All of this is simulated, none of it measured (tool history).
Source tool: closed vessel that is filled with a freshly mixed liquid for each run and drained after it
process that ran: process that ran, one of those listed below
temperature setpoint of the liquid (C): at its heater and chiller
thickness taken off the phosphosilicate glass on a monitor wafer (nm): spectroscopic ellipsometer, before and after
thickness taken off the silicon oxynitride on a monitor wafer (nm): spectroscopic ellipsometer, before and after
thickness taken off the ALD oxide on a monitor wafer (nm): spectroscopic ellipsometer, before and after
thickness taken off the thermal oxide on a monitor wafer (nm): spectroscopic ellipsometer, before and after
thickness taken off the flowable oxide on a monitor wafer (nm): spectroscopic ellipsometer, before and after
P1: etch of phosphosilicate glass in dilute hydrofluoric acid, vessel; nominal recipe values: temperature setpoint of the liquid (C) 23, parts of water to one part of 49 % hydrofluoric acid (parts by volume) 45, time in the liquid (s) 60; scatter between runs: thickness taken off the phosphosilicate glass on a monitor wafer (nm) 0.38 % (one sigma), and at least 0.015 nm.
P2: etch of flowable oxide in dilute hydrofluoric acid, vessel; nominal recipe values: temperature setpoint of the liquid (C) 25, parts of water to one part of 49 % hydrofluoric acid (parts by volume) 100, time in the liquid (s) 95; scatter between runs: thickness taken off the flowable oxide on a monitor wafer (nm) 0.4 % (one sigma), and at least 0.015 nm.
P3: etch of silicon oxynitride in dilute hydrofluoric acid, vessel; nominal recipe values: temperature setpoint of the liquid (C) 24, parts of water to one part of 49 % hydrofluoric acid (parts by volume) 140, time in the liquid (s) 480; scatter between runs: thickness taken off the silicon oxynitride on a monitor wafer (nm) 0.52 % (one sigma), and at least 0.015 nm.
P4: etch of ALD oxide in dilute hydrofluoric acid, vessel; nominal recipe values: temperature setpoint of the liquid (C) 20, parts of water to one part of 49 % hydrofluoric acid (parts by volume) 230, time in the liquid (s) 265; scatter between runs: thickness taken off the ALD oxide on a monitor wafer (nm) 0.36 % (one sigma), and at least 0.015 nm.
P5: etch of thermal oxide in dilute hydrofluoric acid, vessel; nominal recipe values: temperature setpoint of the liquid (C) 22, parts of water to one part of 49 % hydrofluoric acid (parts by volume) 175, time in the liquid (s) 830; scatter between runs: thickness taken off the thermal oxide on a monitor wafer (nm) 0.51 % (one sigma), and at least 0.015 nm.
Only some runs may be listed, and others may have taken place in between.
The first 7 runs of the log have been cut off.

run,hour,process that ran,temperature setpoint of the liquid (C),parts of water to one part of 49 % hydrofluoric acid (parts by volume),time in the liquid (s),thickness taken off the phosphosilicate glass on a monitor wafer (nm),thickness taken off the silicon oxynitride on a monitor wafer (nm),thickness taken off the ALD oxide on a monitor wafer (nm),thickness taken off the thermal oxide on a monitor wafer (nm),thickness taken off the flowable oxide on a monitor wafer (nm)
# hour 25.7: hydrofluoric acid flow meter replaced
8,26.2,P5,22,45,830,,,,81.81,
9,28.9,P5,22,175,1550,,,,33.988,
10,31.3,P1,28,45,60,108,,,,
11,34.7,P1,23,45,60,88.145,,,,
12,38.8,P1,23,45,60,87.697,,,,
13,42.5,P1,23,45,60,87.659,,,,
14,45.8,P3,24,140,480,,13.105,,,
15,50.1,P1,17,25,60,125.95,,,,
16,52.9,P2,25,100,95,,,,,40.256
17,57.1,P2,25,100,55,,,,,23.255
18,60.2,P1,23,45,60,88.26,,,,

Forecast run 19:
19,64.6,P2,25,30,95,,,,,?

thickness taken off the flowable oxide on a monitor wafer (nm): 147.97
